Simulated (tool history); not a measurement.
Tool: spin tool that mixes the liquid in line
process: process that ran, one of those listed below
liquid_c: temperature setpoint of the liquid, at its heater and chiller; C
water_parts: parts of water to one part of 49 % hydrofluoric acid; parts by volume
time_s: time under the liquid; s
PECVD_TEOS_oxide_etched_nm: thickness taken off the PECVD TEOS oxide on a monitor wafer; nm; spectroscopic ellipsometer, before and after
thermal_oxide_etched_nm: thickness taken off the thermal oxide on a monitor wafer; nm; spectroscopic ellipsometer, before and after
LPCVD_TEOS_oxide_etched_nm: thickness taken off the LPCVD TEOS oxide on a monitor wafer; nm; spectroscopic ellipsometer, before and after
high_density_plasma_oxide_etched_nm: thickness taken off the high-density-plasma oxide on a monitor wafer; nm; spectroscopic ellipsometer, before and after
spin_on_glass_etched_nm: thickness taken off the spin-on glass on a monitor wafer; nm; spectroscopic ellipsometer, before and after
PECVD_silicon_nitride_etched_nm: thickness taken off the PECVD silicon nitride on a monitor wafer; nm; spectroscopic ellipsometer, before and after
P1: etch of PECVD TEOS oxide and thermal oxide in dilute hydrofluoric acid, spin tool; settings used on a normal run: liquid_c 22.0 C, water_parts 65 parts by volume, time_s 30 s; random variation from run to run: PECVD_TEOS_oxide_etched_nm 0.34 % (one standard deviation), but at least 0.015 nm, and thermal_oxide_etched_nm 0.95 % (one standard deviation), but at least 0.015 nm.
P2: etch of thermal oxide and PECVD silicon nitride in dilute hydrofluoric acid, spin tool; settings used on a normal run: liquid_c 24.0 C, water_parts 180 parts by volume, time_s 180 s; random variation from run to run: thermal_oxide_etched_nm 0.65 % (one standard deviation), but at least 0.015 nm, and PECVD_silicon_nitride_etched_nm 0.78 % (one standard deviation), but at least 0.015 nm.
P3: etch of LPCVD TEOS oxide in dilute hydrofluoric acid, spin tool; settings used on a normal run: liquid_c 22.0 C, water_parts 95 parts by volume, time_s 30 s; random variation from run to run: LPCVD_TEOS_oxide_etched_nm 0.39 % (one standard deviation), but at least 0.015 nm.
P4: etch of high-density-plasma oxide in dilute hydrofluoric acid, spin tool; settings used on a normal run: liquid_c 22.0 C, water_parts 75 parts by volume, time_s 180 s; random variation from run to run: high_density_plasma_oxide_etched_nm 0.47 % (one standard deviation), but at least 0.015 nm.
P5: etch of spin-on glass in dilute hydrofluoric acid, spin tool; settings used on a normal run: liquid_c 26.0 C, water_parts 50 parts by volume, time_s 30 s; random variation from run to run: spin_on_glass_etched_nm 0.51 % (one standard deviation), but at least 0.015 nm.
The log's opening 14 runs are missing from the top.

run,hour,process,liquid_c,water_parts,time_s,hours since the thermometer was replaced,hours since the hydrofluoric acid flow meter was replaced,PECVD_TEOS_oxide_etched_nm,thermal_oxide_etched_nm,LPCVD_TEOS_oxide_etched_nm,high_density_plasma_oxide_etched_nm,spin_on_glass_etched_nm,PECVD_silicon_nitride_etched_nm
15,86.6,P1,22.0,35,15,524.0,13.8,7.9449,2.02730,,,,
16,92.6,P1,22.0,95,30,530.0,19.8,5.4474,1.39840,,,,
17,97.8,P2,28.0,180,180,535.2,25.0,,4.80700,,,,3.58400
18,103.1,P2,24.0,180,35,540.5,30.3,,0.78465,,,,0.53936
19,109.5,P1,22.0,65,30,546.9,36.7,8.2197,2.17660,,,,
20,116.4,P3,30.0,95,30,553.8,43.6,,,19.424,,,
21,124.2,P1,22.0,35,30,561.6,51.4,15.9380,4.05940,,,,
22,128.7,P2,24.0,180,180,566.1,55.9,,4.14970,,,,2.80460
23,133.0,P1,22.0,65,45,570.4,60.2,12.3700,3.22460,,,,

What will run 24 give?
24,139.1,P5,26.0,50,60,576.5,66.3,,,,,?,

Logged for run 24: spin_on_glass_etched_nm 63.604 nm.

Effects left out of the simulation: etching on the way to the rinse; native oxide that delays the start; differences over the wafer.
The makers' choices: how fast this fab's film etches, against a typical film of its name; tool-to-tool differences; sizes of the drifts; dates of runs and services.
